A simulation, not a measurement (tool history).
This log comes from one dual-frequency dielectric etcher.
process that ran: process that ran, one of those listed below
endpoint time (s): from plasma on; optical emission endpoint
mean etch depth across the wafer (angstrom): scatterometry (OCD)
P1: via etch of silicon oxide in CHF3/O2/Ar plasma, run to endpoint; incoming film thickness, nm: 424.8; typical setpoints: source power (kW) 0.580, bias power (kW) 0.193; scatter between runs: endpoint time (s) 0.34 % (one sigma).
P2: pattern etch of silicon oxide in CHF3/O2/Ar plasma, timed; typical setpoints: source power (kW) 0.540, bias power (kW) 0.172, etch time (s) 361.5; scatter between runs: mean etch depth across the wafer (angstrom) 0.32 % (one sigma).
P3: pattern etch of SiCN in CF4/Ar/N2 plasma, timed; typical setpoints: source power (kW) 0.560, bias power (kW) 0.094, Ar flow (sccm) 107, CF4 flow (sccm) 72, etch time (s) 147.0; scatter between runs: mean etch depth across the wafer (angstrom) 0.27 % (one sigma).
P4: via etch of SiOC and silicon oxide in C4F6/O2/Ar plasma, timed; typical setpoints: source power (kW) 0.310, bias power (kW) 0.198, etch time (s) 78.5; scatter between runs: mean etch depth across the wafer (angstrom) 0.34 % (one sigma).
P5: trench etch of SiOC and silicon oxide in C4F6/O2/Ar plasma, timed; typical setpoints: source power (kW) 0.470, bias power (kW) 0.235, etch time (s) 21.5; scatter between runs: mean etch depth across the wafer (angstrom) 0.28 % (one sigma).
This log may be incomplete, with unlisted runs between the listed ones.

run,hour,process that ran,source power (kW),bias power (kW),etch time (s),Ar flow (sccm),CF4 flow (sccm),endpoint time (s),mean etch depth across the wafer (angstrom)
1,7.2,P1,0.580,0.193,,,,209.26,
2,12.8,P5,0.590,0.235,21.5,,,,526.15
3,17.9,P3,0.560,0.075,147.0,107,72,,1502.50
4,22.1,P2,0.540,0.172,361.5,,,,6725.20
5,25.4,P4,0.190,0.198,78.5,,,,691.11
6,28.9,P4,0.310,0.198,78.5,,,,835.61
7,32.3,P1,0.390,0.269,,,,216.17,
8,38.2,P5,0.470,0.235,31.0,,,,695.33
9,44.4,P5,0.470,0.192,21.5,,,,452.82
10,48.1,P3,0.560,0.094,189.5,107,72,,2114.30
11,51.3,P3,0.760,0.094,147.0,107,72,,2137.30
12,56.5,P2,0.540,0.172,361.5,,,,6736.70
13,62.6,P3,0.560,0.094,147.0,107,72,,1628.50
14,66.9,P1,0.580,0.193,,,,207.95,
15,71.1,P1,0.580,0.193,,,,209.09,
16,77.7,P5,0.470,0.235,21.5,,,,482.98
17,83.6,P1,0.580,0.193,,,,209.43,
18,87.7,P1,0.580,0.193,,,,208.00,
19,91.3,P3,0.560,0.094,147.0,107,97,,1706.30
20,96.5,P3,0.560,0.094,147.0,107,72,,1636.60
21,100.2,P2,0.540,0.172,518.5,,,,9622.60
22,105.4,P1,0.580,0.193,,,,208.35,
23,111.4,P4,0.310,0.198,44.0,,,,465.44
24,116.7,P2,0.540,0.112,361.5,,,,5881.60
25,121.4,P1,0.740,0.238,,,,177.87,

Run 26 is up next; what results do you expect?
26,126.0,P1,0.580,0.143,,,,?,

Run 26 yielded endpoint time (s) 230.24.
